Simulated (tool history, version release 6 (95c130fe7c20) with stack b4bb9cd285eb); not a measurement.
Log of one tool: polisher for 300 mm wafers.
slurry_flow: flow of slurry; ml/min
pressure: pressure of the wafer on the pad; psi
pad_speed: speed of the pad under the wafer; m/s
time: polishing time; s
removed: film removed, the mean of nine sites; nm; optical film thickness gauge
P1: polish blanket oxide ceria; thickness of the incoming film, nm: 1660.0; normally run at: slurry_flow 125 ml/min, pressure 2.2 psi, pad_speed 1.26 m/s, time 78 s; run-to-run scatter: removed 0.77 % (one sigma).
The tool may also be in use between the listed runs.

run    day  slurry_flow  pressure  pad_speed  time  wafers polished on this pad  hours since the slurry nozzle was cleaned  hours since the head pressure was calibrated  removed
  1  0.296          125       2.2       1.26    78                          327                                      263.3                                         873.0   360.04
  2  0.596          125       2.2       1.26    78                          422                                      270.5                                         880.2   357.77
  3  0.854          125       2.2       1.26   120                          504                                      276.7                                         886.4   544.45
  4  1.046           75       2.2       1.26    78                          565                                      281.3                                         891.0   315.52
  5  1.408          125       2.2       1.26    78                          681                                      290.0                                         899.7   355.14
  6  1.625          125       2.2       1.88    78                          750                                      295.2                                         904.9   522.59
  7  2.000          125       3.3       1.26    78                          869                                      304.2                                         913.9   533.36
  8  2.321          170       2.2       1.26    78                          972                                      311.9                                         921.6   376.51
  9  2.567          125       2.2       0.64   117                         1050                                      317.8                                         927.5   272.71
 10  2.946          125       2.2       1.26    78                         1171                                      326.9                                         936.6   351.48
 11  3.208          125       2.2       0.68    78                         1254                                      333.2                                         942.9   191.21
 12  3.371          125       1.6       1.26    78                         1306                                      337.1                                         946.8   259.47
 13  3.650          125       2.2       1.26    78                         1395                                      343.8                                         953.5   353.74
 14  3.967          125       2.2       1.26    78                         1496                                      351.4                                         961.1   358.20
 15  4.279          125       2.2       1.26    41                         1596                                      358.9                                         968.6   185.63
 16  4.658          125       2.2       1.26    78                         1716                                      368.0                                         977.7   353.46
 17  4.892          125       2.2       1.26    78                         1791                                      373.6                                         983.3   346.75
 18  5.217          125       2.2       1.26    78                         1894                                      381.4                                         991.1   331.55
 19  5.525          125       2.2       1.26    78                         1992                                      388.8                                         998.5   333.29
 20  5.758          125       2.2       1.26    78                         2067                                      394.4                                        1004.1   331.27
 21  5.950          125       2.2       1.26    78                         2128                                      399.0                                        1008.7   323.50
 22  6.238          125       2.2       1.26    78                         2219                                      405.9                                        1015.6   327.39
     6.471  -- head pressure recalibrated
 23  6.554          125       2.2       1.26    78                         2320                                      413.5                                           2.1   327.13
 24  6.883          125       2.2       1.26    78                         2425                                      421.4                                          10.0   325.26
 25  7.142          125       2.2       1.26    78                         2507                                      427.6                                          16.2   322.86

What P1 gives has crept away from where it was. These 2 causes fit the log equally well, each at the size given:
A: slurry flow missing at the pad, % = 32.1
B: removal rate lost through wear of the pad, % = 9.03
The creep began at about day 4.658.
Why every other cause is out:
head's pressure below its setpoint, %: serviced at day 6.471, which brought nothing back

4 check runs are offered, each on 3 wafers whose results are averaged, their results left as question marks. Which one tells the causes apart?
check 1  7.400          125       2.2       0.78    78                                                                                                                              ?
check 2  7.400           85       2.2       1.80    78                                                                                                                              ?
check 3  7.400          125       3.0       1.26    53                                                                                                                              ?
check 4  7.400          125       2.2       1.82    78                                                                                                                              ?

What each check would give under each cause:
  check   result    if A    if B
check 1  removed  200.17  200.19
check 2  removed  404.96  420.39
check 3  removed  299.60  299.65
check 4  removed  467.05  467.12
How far apart the two closest causes lie, in the result that separates them most: check 1 0.01 %; check 2 3.74 %; check 3 0.01 %; check 4 0.01 %
Check 2 tells the causes apart: in the others they would give nearly the same result.

Then check 2 was run and gave: removed 422.83 nm. Which cause is it?

It is B: removal rate lost through wear of the pad, %.
